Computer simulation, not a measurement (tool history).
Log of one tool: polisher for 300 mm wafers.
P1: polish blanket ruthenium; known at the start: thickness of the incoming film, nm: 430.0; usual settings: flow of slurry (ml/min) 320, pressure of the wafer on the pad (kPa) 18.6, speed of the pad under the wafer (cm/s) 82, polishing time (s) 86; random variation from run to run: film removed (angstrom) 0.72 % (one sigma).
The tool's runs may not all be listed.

run	hour	flow of slurry (ml/min)	pressure of the wafer on the pad (kPa)	speed of the pad under the wafer (cm/s)	polishing time (s)	wafers polished on this pad	hours since the slurry nozzle was cleaned	hours since the head pressure was calibrated	film removed (angstrom)
1	10.3	320	18.6	82	86	169	70.3	189.2	998.99
2	20.5	320	18.6	82	86	238	80.5	199.4	985.64
3	36.8	320	27.6	82	86	348	96.8	215.7	1469.30
4	50.6	320	18.6	82	86	441	110.6	229.5	1013.40
5	58.8	320	18.6	82	118	496	118.8	237.7	1394.10
6	72.6	320	18.6	82	86	589	132.6	251.5	1009.30
7	86.1	320	18.6	82	86	680	146.1	265.0	1011.40
8	98.5	485	18.6	52	86	764	158.5	277.4	655.14
9	111.2	320	18.6	82	44	850	171.2	290.1	509.02
10	118.7	320	18.6	82	86	900	178.7	297.6	1004.80
11	127.1	320	9.7	82	86	957	187.1	306.0	523.29
12	141.5	320	9.7	58	86	1054	201.5	320.4	364.97
13	151.5	320	18.6	40	86	1121	211.5	330.4	488.63
# hour 156.5: slurry nozzle cleaned
14	159.6	320	18.6	126	86	1176	3.1	338.5	1545.60
15	174.0	490	18.6	82	86	1273	17.5	352.9	1035.20
16	183.8	190	18.6	82	86	1339	27.3	362.7	938.19
17	195.6	320	18.6	82	86	1419	39.1	374.5	995.20
18	203.7	320	18.6	82	86	1473	47.2	382.6	982.05
19	215.0	320	18.6	82	86	1549	58.5	393.9	978.66
20	226.5	320	18.6	82	86	1627	70.0	405.4	966.37
# hour 239.8: head pressure recalibrated
21	241.1	320	18.6	82	86	1725	84.6	1.4	964.78
22	253.5	320	18.6	82	86	1809	97.0	13.8	956.01
23	268.9	320	18.6	82	86	1913	112.4	29.2	955.70
24	278.4	320	18.6	82	86	1977	121.9	38.7	957.01
25	294.6	320	18.6	82	86	2086	138.1	54.9	955.48

What P1 gives has crept away from where it was. These 2 causes fit the log equally well, each at the size given:
A: slurry flow missing at the pad, % = 36
B: removal rate lost through wear of the pad, % = 4.59
The creep began at about hour 195.6.
Why every other cause is out:
head's pressure below its setpoint, %: serviced at hour 239.8, which brought nothing back

4 check runs are offered, each on 5 wafers whose results are averaged, their results left as question marks. Which one tells the causes apart?
check 1	310.8	320	18.6	98	86				?
check 2	310.8	195	18.6	102	86				?
check 3	310.8	320	18.6	126	86				?
check 4	310.8	320	9.7	60	86				?

What each check would give under each cause:
check	result	if A	if B
check 1	film removed (angstrom)	1141.50	1141.50
check 2	film removed (angstrom)	1095.40	1126.20
check 3	film removed (angstrom)	1467.60	1467.60
check 4	film removed (angstrom)	362.38	362.37
How far apart the two closest causes lie, in the result that separates them most: check 1 0 %; check 2 2.78 %; check 3 0 %; check 4 0 %
Check 2 tells the causes apart: in the others they would give nearly the same result.

Then check 2 was run and gave: film removed (angstrom) 1128.20. Which cause is it?

It is B: removal rate lost through wear of the pad, %.

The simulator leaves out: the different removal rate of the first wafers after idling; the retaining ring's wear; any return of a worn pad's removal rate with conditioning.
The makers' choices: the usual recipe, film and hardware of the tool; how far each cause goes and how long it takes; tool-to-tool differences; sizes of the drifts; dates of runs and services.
